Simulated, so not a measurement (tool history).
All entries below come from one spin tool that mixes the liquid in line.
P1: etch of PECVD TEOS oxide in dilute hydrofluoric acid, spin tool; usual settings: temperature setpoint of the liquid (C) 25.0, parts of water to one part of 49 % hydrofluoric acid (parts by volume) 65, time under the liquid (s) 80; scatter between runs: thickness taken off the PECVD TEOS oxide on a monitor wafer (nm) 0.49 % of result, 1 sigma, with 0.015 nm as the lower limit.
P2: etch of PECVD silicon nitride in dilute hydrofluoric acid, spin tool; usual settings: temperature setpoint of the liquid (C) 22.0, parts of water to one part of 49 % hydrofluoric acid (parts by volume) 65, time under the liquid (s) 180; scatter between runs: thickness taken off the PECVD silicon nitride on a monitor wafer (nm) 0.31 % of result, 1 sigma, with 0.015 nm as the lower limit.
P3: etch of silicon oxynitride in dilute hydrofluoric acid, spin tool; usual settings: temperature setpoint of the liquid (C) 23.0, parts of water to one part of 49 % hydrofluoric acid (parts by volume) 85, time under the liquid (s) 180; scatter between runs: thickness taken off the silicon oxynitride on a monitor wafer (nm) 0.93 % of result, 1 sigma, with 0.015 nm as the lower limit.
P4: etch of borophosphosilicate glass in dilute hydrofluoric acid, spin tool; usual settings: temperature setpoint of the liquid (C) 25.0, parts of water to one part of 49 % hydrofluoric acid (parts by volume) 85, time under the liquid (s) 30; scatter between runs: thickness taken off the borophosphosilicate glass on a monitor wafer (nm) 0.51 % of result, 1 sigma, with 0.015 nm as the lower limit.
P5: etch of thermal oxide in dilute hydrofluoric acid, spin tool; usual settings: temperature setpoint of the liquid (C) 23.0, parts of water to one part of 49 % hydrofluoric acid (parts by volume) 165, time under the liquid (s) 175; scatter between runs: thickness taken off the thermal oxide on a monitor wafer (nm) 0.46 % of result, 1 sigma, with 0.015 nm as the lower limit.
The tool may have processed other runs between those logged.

| run | day | process that ran | temperature setpoint of the liquid (C) | parts of water to one part of 49 % hydrofluoric acid (parts by volume) | time under the liquid (s) | thickness taken off the PECVD TEOS oxide on a monitor wafer (nm) | thickness taken off the PECVD silicon nitride on a monitor wafer (nm) | thickness taken off the borophosphosilicate glass on a monitor wafer (nm) | thickness taken off the thermal oxide on a monitor wafer (nm) | thickness taken off the silicon oxynitride on a monitor wafer (nm) |
|---|---|---|---|---|---|---|---|---|---|---|
| 1 | 0.275 | P1 | 25.0 | 65 | 80 | 23.3470 |  |  |  |  |
| 2 | 0.538 | P1 | 25.0 | 65 | 80 | 23.0210 |  |  |  |  |
| 3 | 0.800 | P2 | 22.0 | 105 | 180 |  | 8.6498 |  |  |  |
| 4 | 1.050 | P4 | 25.0 | 85 | 30 |  |  | 17.371 |  |  |
| 5 | 1.208 | P5 | 23.0 | 35 | 175 |  |  |  | 24.70600 |  |
| 6 | 1.483 | P4 | 25.0 | 85 | 60 |  |  | 34.762 |  |  |
| 7 | 1.767 | P1 | 18.0 | 65 | 80 | 17.3940 |  |  |  |  |
| 8 | 2.042 | P5 | 30.5 | 165 | 175 |  |  |  | 5.92130 |  |
| 9 | 2.258 | P1 | 25.0 | 105 | 80 | 13.6460 |  |  |  |  |
| 10 | 2.504 | P1 | 29.5 | 65 | 80 | 27.9480 |  |  |  |  |
| 11 | 2.783 | P1 | 25.0 | 65 | 80 | 23.1440 |  |  |  |  |
| 12 | 2.958 | P5 | 23.0 | 165 | 35 |  |  |  | 0.88045 |  |
| 13 | 3.129 | P4 | 25.0 | 85 | 30 |  |  | 17.312 |  |  |
| 14 | 3.362 | P3 | 17.0 | 85 | 180 |  |  |  |  | 2.11940 |
| 15 | 3.546 | P2 | 22.0 | 65 | 180 |  | 13.9150 |  |  |  |
| 16 | 3.800 | P4 | 25.0 | 125 | 30 |  |  | 11.277 |  |  |
| 17 | 4.079 | P3 | 23.0 | 85 | 180 |  |  |  |  | 2.88090 |
| 18 | 4.225 | P1 | 20.5 | 90 | 80 | 13.5980 |  |  |  |  |
| 19 | 4.392 | P4 | 21.0 | 85 | 30 |  |  | 14.836 |  |  |
| 20 | 4.542 | P1 | 25.0 | 30 | 80 | 52.7850 |  |  |  |  |
| 21 | 4.788 | P1 | 25.0 | 65 | 140 | 40.4360 |  |  |  |  |
| 22 | 4.946 | P3 | 23.0 | 85 | 180 |  |  |  |  | 2.92970 |
|  | 5.042 | thermometer replaced |
| 23 | 5.146 | P3 | 23.0 | 85 | 20 |  |  |  |  | 0.32451 |
| 24 | 5.383 | P3 | 23.0 | 20 | 180 |  |  |  |  | 12.77800 |
| 25 | 5.583 | P2 | 30.0 | 65 | 180 |  | 23.5890 |  |  |  |
| 26 | 5.746 | P1 | 25.0 | 65 | 30 | 8.5889 |  |  |  |  |
| 27 | 6.025 | P2 | 22.0 | 65 | 35 |  | 2.6936 |  |  |  |
| 28 | 6.296 | P1 | 25.0 | 65 | 80 | 23.2720 |  |  |  |  |
| 29 | 6.596 | P2 | 22.0 | 65 | 180 |  | 13.9000 |  |  |  |
| 30 | 6.783 | P5 | 23.0 | 165 | 175 |  |  |  | 4.48530 |  |
| 31 | 7.017 | P1 | 25.0 | 65 | 80 | 23.1200 |  |  |  |  |
| 32 | 7.196 | P1 | 30.0 | 65 | 15 | 5.2726 |  |  |  |  |
| 33 | 7.396 | P1 | 25.0 | 65 | 80 | 23.1380 |  |  |  |  |
| 34 | 7.621 | P1 | 25.0 | 65 | 80 | 22.3640 |  |  |  |  |
| 35 | 7.783 | P1 | 25.0 | 65 | 80 | 22.2970 |  |  |  |  |
| 36 | 8.075 | P1 | 25.0 | 65 | 80 | 21.9440 |  |  |  |  |
| 37 | 8.212 | P1 | 25.0 | 65 | 80 | 21.9380 |  |  |  |  |
| 38 | 8.500 | P1 | 25.0 | 65 | 80 | 21.7130 |  |  |  |  |
| 39 | 8.792 | P1 | 25.0 | 65 | 80 | 21.6280 |  |  |  |  |
| 40 | 8.946 | P1 | 25.0 | 65 | 80 | 21.6860 |  |  |  |  |
| 41 | 9.129 | P1 | 25.0 | 65 | 80 | 21.6030 |  |  |  |  |
| 42 | 9.292 | P1 | 25.0 | 65 | 80 | 21.5920 |  |  |  |  |

P1 has crept away from where it was. The log is fitted equally well by each of these 2 causes, at the sizes shown:
A: liquid colder than its thermometer reads (K) = 1.77
B: hydrofluoric acid flow below the setpoint (%) = 6.37
The drift started at roughly day 7.396.

The check runs listed below each take one wafer, and their results are still question marks. Under which run would the listed causes lead to clearly different results?
| check 1 | 9.454 | P2 | 22.0 | 65 | 180 |  | ? |  |  |  |
| check 2 | 9.454 | P3 | 23.0 | 85 | 180 |  |  |  |  | ? |
| check 3 | 9.454 | P5 | 23.0 | 165 | 175 |  |  |  | ? |  |
| check 4 | 9.454 | P4 | 25.0 | 85 | 30 |  |  | ? |  |  |

Predicted outcomes, by check and by cause:
| check | result | if A | if B |
|---|---|---|---|
| check 1 | thickness taken off the PECVD silicon nitride on a monitor wafer (nm) | 12.3330 | 13.0530 |
| check 2 | thickness taken off the silicon oxynitride on a monitor wafer (nm) | 2.62550 | 2.66590 |
| check 3 | thickness taken off the thermal oxide on a monitor wafer (nm) | 4.20280 | 4.16190 |
| check 4 | thickness taken off the borophosphosilicate glass on a monitor wafer (nm) | 16.184 | 16.146 |
Separation of the two closest causes in each check, using whichever result separates them best: check 1 5.68 %; check 2 1.53 %; check 3 0.98 %; check 4 0.24 %
Check 1 tells the causes apart: in the others they would give nearly the same result.

With check 1 done, the readings were: thickness taken off the PECVD silicon nitride on a monitor wafer (nm) 12.4060. Identify which of the listed causes applies.

The cause is A: liquid colder than its thermometer reads (K).

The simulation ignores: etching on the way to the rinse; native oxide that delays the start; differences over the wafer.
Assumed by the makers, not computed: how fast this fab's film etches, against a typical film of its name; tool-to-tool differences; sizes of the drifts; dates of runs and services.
